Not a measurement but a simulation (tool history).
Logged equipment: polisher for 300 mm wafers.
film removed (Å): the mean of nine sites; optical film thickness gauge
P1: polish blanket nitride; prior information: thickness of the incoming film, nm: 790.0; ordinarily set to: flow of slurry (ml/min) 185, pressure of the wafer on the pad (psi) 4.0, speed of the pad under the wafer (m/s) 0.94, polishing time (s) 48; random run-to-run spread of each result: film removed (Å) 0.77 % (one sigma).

| run | hour | flow of slurry (ml/min) | pressure of the wafer on the pad (psi) | speed of the pad under the wafer (m/s) | polishing time (s) | wafers polished on this pad | hours since the slurry nozzle was cleaned | hours since the head pressure was calibrated | film removed (Å) |
|---|---|---|---|---|---|---|---|---|---|
| 1 | 9.0 | 185 | 4.0 | 0.94 | 48 | 807 | 368.4 | 264.8 | 873.24 |
| 2 | 17.1 | 270 | 4.0 | 0.94 | 48 | 895 | 376.5 | 272.9 | 903.61 |
| 3 | 26.9 | 185 | 4.0 | 0.94 | 48 | 1001 | 386.3 | 282.7 | 878.65 |
| 4 | 40.6 | 240 | 6.2 | 0.94 | 48 | 1150 | 400.0 | 296.4 | 1392.70 |
| 5 | 49.7 | 185 | 4.0 | 0.94 | 48 | 1249 | 409.1 | 305.5 | 870.88 |
| 6 | 60.8 | 185 | 4.0 | 0.94 | 48 | 1369 | 420.2 | 316.6 | 881.22 |
| 7 | 67.0 | 185 | 5.4 | 0.94 | 48 | 1437 | 426.4 | 322.8 | 1192.60 |
| 8 | 77.9 | 185 | 4.0 | 0.94 | 34 | 1555 | 437.3 | 333.7 | 616.08 |
| 9 | 91.4 | 185 | 2.3 | 0.94 | 48 | 1702 | 450.8 | 347.2 | 494.50 |
| 10 | 102.1 | 110 | 4.0 | 0.94 | 48 | 1818 | 461.5 | 357.9 | 794.01 |
| 11 | 114.8 | 185 | 4.0 | 0.94 | 48 | 1956 | 474.2 | 370.6 | 875.34 |
| 12 | 127.5 | 185 | 4.0 | 0.94 | 48 | 2094 | 486.9 | 383.3 | 884.20 |
| 13 | 135.9 | 270 | 5.4 | 0.94 | 48 | 2185 | 495.3 | 391.7 | 1222.10 |
|  | 140.8 | worn pad replaced by a new one |
| 14 | 142.4 | 185 | 4.0 | 0.94 | 71 | 17 | 501.8 | 398.2 | 1307.30 |
| 15 | 155.5 | 115 | 4.0 | 1.28 | 48 | 159 | 514.9 | 411.3 | 1032.30 |
| 16 | 167.7 | 185 | 4.0 | 1.48 | 48 | 292 | 527.1 | 423.5 | 1281.10 |
| 17 | 180.0 | 185 | 4.0 | 0.62 | 48 | 425 | 539.4 | 435.8 | 620.28 |
| 18 | 188.9 | 185 | 4.0 | 0.94 | 48 | 522 | 548.3 | 444.7 | 884.43 |
| 19 | 196.0 | 185 | 4.0 | 0.94 | 48 | 599 | 555.4 | 451.8 | 860.84 |

What will run 20 give?
| 20 | 209.9 | 185 | 4.0 | 0.94 | 48 | 750 | 569.3 | 465.7 | ? |

{"run 20": {"film removed (Å)": 833.27}}

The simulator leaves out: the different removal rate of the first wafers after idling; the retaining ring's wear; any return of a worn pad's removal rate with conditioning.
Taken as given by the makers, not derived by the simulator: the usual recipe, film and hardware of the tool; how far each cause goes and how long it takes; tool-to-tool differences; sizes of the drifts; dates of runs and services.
